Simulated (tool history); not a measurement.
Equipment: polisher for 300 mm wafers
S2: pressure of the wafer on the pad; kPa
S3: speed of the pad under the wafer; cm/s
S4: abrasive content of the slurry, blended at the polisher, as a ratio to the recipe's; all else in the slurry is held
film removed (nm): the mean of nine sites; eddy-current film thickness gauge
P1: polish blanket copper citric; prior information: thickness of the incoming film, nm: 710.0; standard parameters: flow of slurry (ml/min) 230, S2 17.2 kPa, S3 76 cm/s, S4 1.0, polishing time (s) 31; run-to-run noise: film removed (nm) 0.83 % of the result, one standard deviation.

{"run": 1, "hour": 5.6, "flow of slurry (ml/min)": 230, "S2": 17.2, "S3": 76, "S4": 1.0, "polishing time (s)": 31, "film removed (nm)": 52.285}
{"run": 2, "hour": 8.8, "flow of slurry (ml/min)": 230, "S2": 17.2, "S3": 76, "S4": 1.0, "polishing time (s)": 14, "film removed (nm)": 23.188}
{"run": 3, "hour": 14.3, "flow of slurry (ml/min)": 340, "S2": 17.2, "S3": 76, "S4": 1.0, "polishing time (s)": 31, "film removed (nm)": 53.484}
{"run": 4, "hour": 18.9, "flow of slurry (ml/min)": 230, "S2": 17.2, "S3": 44, "S4": 1.0, "polishing time (s)": 31, "film removed (nm)": 30.784}
{"run": 5, "hour": 22.8, "flow of slurry (ml/min)": 230, "S2": 11.0, "S3": 76, "S4": 1.0, "polishing time (s)": 31, "film removed (nm)": 34.207}
{"run": 6, "hour": 26.6, "flow of slurry (ml/min)": 230, "S2": 17.2, "S3": 76, "S4": 1.0, "polishing time (s)": 48, "film removed (nm)": 80.26}
{"run": 7, "hour": 29.5, "flow of slurry (ml/min)": 230, "S2": 27.6, "S3": 76, "S4": 1.0, "polishing time (s)": 31, "film removed (nm)": 81.671}
{"run": 8, "hour": 32.5, "flow of slurry (ml/min)": 230, "S2": 17.2, "S3": 76, "S4": 1.0, "polishing time (s)": 31, "film removed (nm)": 51.99}
{"run": 9, "hour": 38.3, "flow of slurry (ml/min)": 230, "S2": 17.2, "S3": 76, "S4": 0.5, "polishing time (s)": 31, "film removed (nm)": 44.743}
{"run": 10, "hour": 44.4, "flow of slurry (ml/min)": 230, "S2": 17.2, "S3": 76, "S4": 1.0, "polishing time (s)": 31, "film removed (nm)": 52.054}
{"run": 11, "hour": 48.7, "flow of slurry (ml/min)": 230, "S2": 17.2, "S3": 76, "S4": 1.0, "polishing time (s)": 31, "film removed (nm)": 51.218}
{"run": 12, "hour": 53.6, "flow of slurry (ml/min)": 230, "S2": 17.2, "S3": 76, "S4": 1.5, "polishing time (s)": 31, "film removed (nm)": 56.315}
{"run": 13, "hour": 56.8, "flow of slurry (ml/min)": 315, "S2": 11.7, "S3": 76, "S4": 1.0, "polishing time (s)": 31, "film removed (nm)": 36.776}
{"run": 14, "hour": 61.0, "flow of slurry (ml/min)": 140, "S2": 17.2, "S3": 76, "S4": 1.0, "polishing time (s)": 31, "film removed (nm)": 48.065}
{"hour": 63.2, "done": "head pressure recalibrated"}
{"run": 15, "hour": 65.2, "flow of slurry (ml/min)": 230, "S2": 17.2, "S3": 106, "S4": 1.0, "polishing time (s)": 31, "film removed (nm)": 72.338}

Run 16, settings as shown, results not yet in. Your forecast:
{"run": 16, "hour": 68.5, "flow of slurry (ml/min)": 230, "S2": 17.2, "S3": 76, "S4": 1.0, "polishing time (s)": 31, "film removed (nm)": "?"}

film removed (nm): 52.129
